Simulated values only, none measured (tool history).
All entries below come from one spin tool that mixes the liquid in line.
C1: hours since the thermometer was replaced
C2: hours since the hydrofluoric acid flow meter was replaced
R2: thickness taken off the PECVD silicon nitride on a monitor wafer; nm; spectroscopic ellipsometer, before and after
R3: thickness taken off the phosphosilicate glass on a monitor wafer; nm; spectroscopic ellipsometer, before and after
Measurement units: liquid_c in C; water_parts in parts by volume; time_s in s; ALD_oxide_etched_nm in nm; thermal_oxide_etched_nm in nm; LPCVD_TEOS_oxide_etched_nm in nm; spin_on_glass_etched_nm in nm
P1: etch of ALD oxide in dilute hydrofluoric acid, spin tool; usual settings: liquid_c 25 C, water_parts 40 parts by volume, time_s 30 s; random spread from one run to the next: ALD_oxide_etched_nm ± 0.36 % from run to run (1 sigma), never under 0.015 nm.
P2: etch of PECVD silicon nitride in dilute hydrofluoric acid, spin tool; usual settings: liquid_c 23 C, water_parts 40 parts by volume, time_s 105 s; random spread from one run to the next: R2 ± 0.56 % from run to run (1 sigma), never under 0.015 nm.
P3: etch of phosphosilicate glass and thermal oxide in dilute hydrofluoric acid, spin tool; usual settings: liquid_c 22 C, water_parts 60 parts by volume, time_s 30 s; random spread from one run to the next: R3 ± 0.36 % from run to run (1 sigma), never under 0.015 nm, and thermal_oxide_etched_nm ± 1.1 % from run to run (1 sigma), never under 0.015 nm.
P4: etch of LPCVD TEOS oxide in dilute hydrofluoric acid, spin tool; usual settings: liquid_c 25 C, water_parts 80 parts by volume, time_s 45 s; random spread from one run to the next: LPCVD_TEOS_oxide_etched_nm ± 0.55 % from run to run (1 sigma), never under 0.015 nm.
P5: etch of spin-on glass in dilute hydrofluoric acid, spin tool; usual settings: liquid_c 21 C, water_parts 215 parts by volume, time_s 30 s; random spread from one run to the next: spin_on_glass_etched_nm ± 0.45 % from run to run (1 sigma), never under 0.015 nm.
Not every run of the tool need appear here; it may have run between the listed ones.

{"run": 1, "day": 0.167, "process": "P1", "liquid_c": 25, "water_parts": 40, "time_s": 30, "C1": 713.6, "C2": 1041.1, "ALD_oxide_etched_nm": 19.393}
{"run": 2, "day": 0.392, "process": "P2", "liquid_c": 23, "water_parts": 20, "time_s": 105, "C1": 719, "C2": 1046.5, "R2": 9.5517}
{"run": 3, "day": 0.662, "process": "P1", "liquid_c": 17, "water_parts": 40, "time_s": 30, "C1": 725.5, "C2": 1053, "ALD_oxide_etched_nm": 13.759}
{"run": 4, "day": 0.812, "process": "P3", "liquid_c": 25.5, "water_parts": 60, "time_s": 30, "C1": 729.1, "C2": 1056.6, "R3": 52.131, "thermal_oxide_etched_nm": 2.6272}
{"run": 5, "day": 1.021, "process": "P4", "liquid_c": 19, "water_parts": 80, "time_s": 45, "C1": 734.1, "C2": 1061.6, "LPCVD_TEOS_oxide_etched_nm": 7.8738}
{"run": 6, "day": 1.283, "process": "P1", "liquid_c": 25, "water_parts": 70, "time_s": 30, "C1": 740.4, "C2": 1067.9, "ALD_oxide_etched_nm": 10.616}
{"run": 7, "day": 1.512, "process": "P1", "liquid_c": 19.5, "water_parts": 55, "time_s": 30, "C1": 745.9, "C2": 1073.4, "ALD_oxide_etched_nm": 10.925}
{"run": 8, "day": 1.708, "process": "P1", "liquid_c": 25, "water_parts": 20, "time_s": 30, "C1": 750.6, "C2": 1078.1, "ALD_oxide_etched_nm": 39.823}
{"run": 9, "day": 1.896, "process": "P1", "liquid_c": 33, "water_parts": 40, "time_s": 30, "C1": 755.1, "C2": 1082.6, "ALD_oxide_etched_nm": 26.626}
{"run": 10, "day": 2.042, "process": "P1", "liquid_c": 25, "water_parts": 40, "time_s": 55, "C1": 758.6, "C2": 1086.1, "ALD_oxide_etched_nm": 35.354}
{"run": 11, "day": 2.204, "process": "P3", "liquid_c": 22, "water_parts": 60, "time_s": 30, "C1": 762.5, "C2": 1090, "R3": 45.306, "thermal_oxide_etched_nm": 2.3142}
{"run": 12, "day": 2.362, "process": "P4", "liquid_c": 25, "water_parts": 80, "time_s": 45, "C1": 766.3, "C2": 1093.8, "LPCVD_TEOS_oxide_etched_nm": 9.9853}
{"run": 13, "day": 2.517, "process": "P1", "liquid_c": 25, "water_parts": 55, "time_s": 50, "C1": 770, "C2": 1097.5, "ALD_oxide_etched_nm": 22.986}
{"run": 14, "day": 2.792, "process": "P4", "liquid_c": 25, "water_parts": 20, "time_s": 45, "C1": 776.6, "C2": 1104.1, "LPCVD_TEOS_oxide_etched_nm": 43.167}
{"day": 2.929, "done": "hydrofluoric acid flow meter replaced"}
{"run": 15, "day": 2.954, "process": "P5", "liquid_c": 21, "water_parts": 50, "time_s": 30, "C1": 780.5, "C2": 0.7, "spin_on_glass_etched_nm": 29.229}
{"run": 16, "day": 3.142, "process": "P2", "liquid_c": 23, "water_parts": 40, "time_s": 205, "C1": 785, "C2": 5.2, "R2": 9.5513}
{"run": 17, "day": 3.354, "process": "P2", "liquid_c": 23, "water_parts": 40, "time_s": 105, "C1": 790.1, "C2": 10.3, "R2": 4.8091}
{"run": 18, "day": 3.667, "process": "P5", "liquid_c": 21, "water_parts": 215, "time_s": 30, "C1": 797.6, "C2": 17.8, "spin_on_glass_etched_nm": 5.6755}
{"run": 19, "day": 3.808, "process": "P1", "liquid_c": 25, "water_parts": 40, "time_s": 30, "C1": 801, "C2": 21.2, "ALD_oxide_etched_nm": 19.382}
{"run": 20, "day": 4.05, "process": "P3", "liquid_c": 22, "water_parts": 20, "time_s": 30, "C1": 806.8, "C2": 27, "R3": 142.81, "thermal_oxide_etched_nm": 7.2802}
{"run": 21, "day": 4.358, "process": "P5", "liquid_c": 21, "water_parts": 215, "time_s": 30, "C1": 814.2, "C2": 34.4, "spin_on_glass_etched_nm": 5.7899}
{"run": 22, "day": 4.604, "process": "P5", "liquid_c": 27.5, "water_parts": 215, "time_s": 30, "C1": 820.1, "C2": 40.3, "spin_on_glass_etched_nm": 7.2114}
{"run": 23, "day": 4.779, "process": "P5", "liquid_c": 21, "water_parts": 215, "time_s": 50, "C1": 824.3, "C2": 44.5, "spin_on_glass_etched_nm": 9.5848}
{"run": 24, "day": 5.067, "process": "P1", "liquid_c": 25, "water_parts": 40, "time_s": 15, "C1": 831.2, "C2": 51.4, "ALD_oxide_etched_nm": 9.7022}
{"run": 25, "day": 5.35, "process": "P4", "liquid_c": 25, "water_parts": 80, "time_s": 45, "C1": 838, "C2": 58.2, "LPCVD_TEOS_oxide_etched_nm": 10.026}
{"run": 26, "day": 5.621, "process": "P4", "liquid_c": 25, "water_parts": 80, "time_s": 15, "C1": 844.5, "C2": 64.7, "LPCVD_TEOS_oxide_etched_nm": 3.3246}
{"run": 27, "day": 5.812, "process": "P3", "liquid_c": 22, "water_parts": 60, "time_s": 15, "C1": 849.1, "C2": 69.3, "R3": 22.791, "thermal_oxide_etched_nm": 1.1346}
{"run": 28, "day": 6.021, "process": "P1", "liquid_c": 25, "water_parts": 40, "time_s": 30, "C1": 854.1, "C2": 74.3, "ALD_oxide_etched_nm": 19.204}
{"run": 29, "day": 6.221, "process": "P1", "liquid_c": 25, "water_parts": 40, "time_s": 30, "C1": 858.9, "C2": 79.1, "ALD_oxide_etched_nm": 19.378}
{"run": 30, "day": 6.454, "process": "P1", "liquid_c": 25, "water_parts": 40, "time_s": 30, "C1": 864.5, "C2": 84.7, "ALD_oxide_etched_nm": 19.303}
{"run": 31, "day": 6.758, "process": "P1", "liquid_c": 25, "water_parts": 40, "time_s": 30, "C1": 871.8, "C2": 92, "ALD_oxide_etched_nm": 19.341}
{"run": 32, "day": 6.925, "process": "P2", "liquid_c": 30.5, "water_parts": 40, "time_s": 105, "C1": 875.8, "C2": 96, "R2": 7.9777}
{"run": 33, "day": 7.242, "process": "P1", "liquid_c": 25, "water_parts": 40, "time_s": 30, "C1": 883.4, "C2": 103.6, "ALD_oxide_etched_nm": 19.425}
{"run": 34, "day": 7.433, "process": "P1", "liquid_c": 25, "water_parts": 40, "time_s": 30, "C1": 888, "C2": 108.2, "ALD_oxide_etched_nm": 18.47}
{"run": 35, "day": 7.575, "process": "P1", "liquid_c": 25, "water_parts": 40, "time_s": 30, "C1": 891.4, "C2": 111.6, "ALD_oxide_etched_nm": 18.321}
{"run": 36, "day": 7.758, "process": "P1", "liquid_c": 25, "water_parts": 40, "time_s": 30, "C1": 895.8, "C2": 116, "ALD_oxide_etched_nm": 17.975}
{"run": 37, "day": 7.975, "process": "P1", "liquid_c": 25, "water_parts": 40, "time_s": 30, "C1": 901, "C2": 121.2, "ALD_oxide_etched_nm": 17.942}
{"run": 38, "day": 8.258, "process": "P1", "liquid_c": 25, "water_parts": 40, "time_s": 30, "C1": 907.8, "C2": 128, "ALD_oxide_etched_nm": 17.816}
{"run": 39, "day": 8.417, "process": "P1", "liquid_c": 25, "water_parts": 40, "time_s": 30, "C1": 911.6, "C2": 131.8, "ALD_oxide_etched_nm": 17.695}

What P1 gives has crept away from where it was. These 2 causes fit the log equally well, each at the size given:
A: hydrofluoric acid flow below the setpoint (%) = 7.68
B: liquid colder than its thermometer reads (K) = 2.04
The process output started creeping at around day 7.242.

The check runs listed below each take one wafer, and their results are still question marks. Under which run would the listed causes lead to clearly different results?
{"run": "check 1", "day": 8.575, "process": "P5", "liquid_c": 24.5, "water_parts": 115, "time_s": 30, "spin_on_glass_etched_nm": "?"}
{"run": "check 2", "day": 8.575, "process": "P3", "liquid_c": 22, "water_parts": 20, "time_s": 30, "R3": "?", "thermal_oxide_etched_nm": "?"}
{"run": "check 3", "day": 8.575, "process": "P4", "liquid_c": 25, "water_parts": 20, "time_s": 15, "LPCVD_TEOS_oxide_etched_nm": "?"}
{"run": "check 4", "day": 8.575, "process": "P2", "liquid_c": 28.5, "water_parts": 40, "time_s": 195, "R2": "?"}

What each check would give under each cause:
check=check_1 result=spin_on_glass_etched_nm if_A=12.424 if_B=12.563
check=check_2 result=R3 if_A=132.15 if_B=131.34
check=check_2 result=thermal_oxide_etched_nm if_A=6.6304 if_B=6.5897
check=check_3 result=LPCVD_TEOS_oxide_etched_nm if_A=13.302 if_B=13.248
check=check_4 result=R2 if_A=12.088 if_B=11.426
How far apart the two closest causes lie, in the result that separates them most: check 1 1.11 %; check 2 0.62 %; check 3 0.41 %; check 4 5.63 %
Only check 4 tells the causes apart: in the others they would give nearly the same result.

The results of check 4 are: R2 11.439 nm. Based on these, which of the listed causes is it?

B is the cause: liquid colder than its thermometer reads (K).
